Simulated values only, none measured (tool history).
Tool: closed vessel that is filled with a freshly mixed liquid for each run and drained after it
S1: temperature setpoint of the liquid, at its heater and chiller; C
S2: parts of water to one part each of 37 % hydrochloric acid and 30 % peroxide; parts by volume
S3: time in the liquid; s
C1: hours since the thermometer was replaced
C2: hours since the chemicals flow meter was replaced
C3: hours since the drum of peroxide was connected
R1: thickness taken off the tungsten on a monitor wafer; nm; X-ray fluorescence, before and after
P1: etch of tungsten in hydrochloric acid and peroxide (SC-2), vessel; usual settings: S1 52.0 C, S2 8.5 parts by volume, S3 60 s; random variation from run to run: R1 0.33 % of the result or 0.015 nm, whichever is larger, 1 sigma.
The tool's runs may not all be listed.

run 1 hour=9.9 | S1=52.0 S2=8.5 S3=60 | C1=169.7 C2=519.9 C3=418.0 | R1=20.0860
run 2 hour=22.5 | S1=52.0 S2=8.5 S3=60 | C1=182.3 C2=532.5 C3=430.6 | R1=20.1870
run 3 hour=29.6 | S1=52.0 S2=11.5 S3=60 | C1=189.4 C2=539.6 C3=437.7 | R1=15.5960
run 4 hour=38.3 | S1=52.0 S2=8.5 S3=115 | C1=198.1 C2=548.3 C3=446.4 | R1=38.6030
run 5 hour=46.5 | S1=35.5 S2=8.5 S3=60 | C1=206.3 C2=556.5 C3=454.6 | R1=6.4631
run 6 hour=57.0 | S1=52.0 S2=4.0 S3=60 | C1=216.8 C2=567.0 C3=465.1 | R1=35.2030
run 7 hour=67.2 | S1=66.5 S2=8.5 S3=60 | C1=227.0 C2=577.2 C3=475.3 | R1=50.3530
run 8 hour=79.8 | S1=62.0 S2=4.0 S3=60 | C1=239.6 C2=589.8 C3=487.9 | R1=66.7030
run 9 hour=85.5 | S1=52.0 S2=8.5 S3=30 | C1=245.3 C2=595.5 C3=493.6 | R1=10.0740
run 10 hour=96.9 | S1=58.5 S2=5.0 S3=60 | C1=256.7 C2=606.9 C3=505.0 | R1=45.6940
run 11 hour=105.6 | S1=52.0 S2=8.5 S3=60 | C1=265.4 C2=615.6 C3=513.7 | R1=19.9680
run 12 hour=112.2 | S1=52.0 S2=8.5 S3=60 | C1=272.0 C2=622.2 C3=520.3 | R1=20.0970
run 13 hour=123.7 | S1=52.0 S2=8.5 S3=60 | C1=283.5 C2=633.7 C3=531.8 | R1=20.0180
run 14 hour=134.2 | S1=52.0 S2=8.5 S3=60 | C1=294.0 C2=644.2 C3=542.3 | R1=19.2710
run 15 hour=142.5 | S1=52.0 S2=8.5 S3=60 | C1=302.3 C2=652.5 C3=550.6 | R1=18.8950
run 16 hour=151.1 | S1=52.0 S2=8.5 S3=60 | C1=310.9 C2=661.1 C3=559.2 | R1=18.7240
run 17 hour=162.7 | S1=52.0 S2=8.5 S3=60 | C1=322.5 C2=672.7 C3=570.8 | R1=18.2890
run 18 hour=169.2 | S1=52.0 S2=8.5 S3=60 | C1=329.0 C2=679.2 C3=577.3 | R1=18.2010

Forecast run 19:
-- hour=169.3 new drum of peroxide connected
run 19 hour=180.2 | S1=52.0 S2=8.5 S3=60 | C1=340.0 C2=690.2 C3=10.9 | R1=?

R1: 18.2090 nm

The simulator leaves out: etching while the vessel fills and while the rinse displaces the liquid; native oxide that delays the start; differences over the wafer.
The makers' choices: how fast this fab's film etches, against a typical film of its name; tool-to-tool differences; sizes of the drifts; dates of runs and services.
